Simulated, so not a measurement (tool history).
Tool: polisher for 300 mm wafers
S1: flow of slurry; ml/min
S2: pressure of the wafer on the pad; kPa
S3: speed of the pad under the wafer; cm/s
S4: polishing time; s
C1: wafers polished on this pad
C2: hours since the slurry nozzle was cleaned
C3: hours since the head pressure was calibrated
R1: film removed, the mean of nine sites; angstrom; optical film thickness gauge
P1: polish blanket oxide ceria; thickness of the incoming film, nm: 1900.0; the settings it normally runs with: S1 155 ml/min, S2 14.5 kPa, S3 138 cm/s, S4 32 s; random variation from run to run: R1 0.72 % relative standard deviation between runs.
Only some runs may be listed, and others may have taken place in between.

run	hour	S1	S2	S3	S4	C1	C2	C3	R1
1	4.8	155	14.5	138	32	352	98.5	335.4	1103.3
2	10.1	155	14.5	138	32	431	103.8	340.7	1114.7
3	14.9	155	14.5	138	45	503	108.6	345.5	1561.6
4	25	155	14.5	138	32	653	118.7	355.6	1118.7
5	35.1	155	14.5	210	32	804	128.8	365.7	1698
# hour 37.8: head pressure recalibrated
6	43	155	9.7	138	32	922	136.7	5.3	733.34
7	49.1	155	14.5	90	32	1013	142.8	11.4	716.6
8	54.8	110	14.5	138	43	1099	148.5	17.1	1391.3
9	63.9	155	20	138	32	1235	157.6	26.2	1520.8
# hour 69.4: slurry nozzle cleaned
10	74.1	240	14.5	138	32	1387	4.8	36.4	1182.1
11	80.7	155	14.5	138	32	1486	11.4	43	1114.7
12	89.1	155	14.5	138	32	1611	19.8	51.4	1109.8
13	95.6	155	14.5	138	21	1708	26.3	57.9	732.39
14	104.2	95	14.5	138	32	1837	34.9	66.5	1004
15	111.5	155	14.5	138	32	1946	42.2	73.8	1111.4
16	121.1	155	14.5	138	32	2089	51.8	83.4	1101.1
17	131.4	155	14.5	138	32	2243	62.1	93.7	1071.4
18	140.5	155	14.5	138	32	2379	71.2	102.8	1072
19	149.4	155	14.5	138	32	2512	80.1	111.7	1054.2
20	160.4	155	14.5	138	32	2676	91.1	122.7	1041.5
# hour 162.7: head pressure recalibrated
21	166.5	155	14.5	138	32	2767	97.2	3.8	1023.8
22	171.5	155	14.5	138	32	2842	102.2	8.8	1029.8
23	176.6	155	14.5	138	32	2918	107.3	13.9	1028.6
24	184.4	155	14.5	138	32	3035	115.1	21.7	1027
25	192.8	155	14.5	138	32	3160	123.5	30.1	1026.5

P1 no longer gives what it gave before; its output has crept away from where it was. The following 2 causes, each at its listed size, fit the log equally well:
A: slurry flow missing at the pad, % = 33.2
B: removal rate lost through wear of the pad, % = 7.8
At approximately hour 121.1, the process output began to creep.
What rules out each remaining cause:
head's pressure below its setpoint, %: serviced at hour 162.7, after the drift had started, without restoring the earlier output

The list below offers 4 check runs, each averaging the results of 5 wafers, and shows each result as a question mark. For which of them would the listed causes give clearly different results?
check 1	201.2	155	11	92	32				?
check 2	201.2	235	14.5	138	32				?
check 3	201.2	155	14.5	180	25				?
check 4	201.2	155	14.5	206	42				?

What each check would give under each cause:
check	result	if A	if B
check 1	R1	521.6	521.64
check 2	R1	1116.2	1087.7
check 3	R1	1046.4	1046.5
check 4	R1	2011.9	2012.1
Gap, in per cent, between the two causes that each check separates least, read from the result that separates them most: check 1 0.01 %; check 2 2.59 %; check 3 0.01 %; check 4 0.01 %
Check 2 distinguishes between the causes, while the remaining checks would return nearly the same result for all of them.

Running check 2 produced the following: R1 1119.3 angstrom. Which one of the listed causes fits?

It was cause A: slurry flow missing at the pad, %.
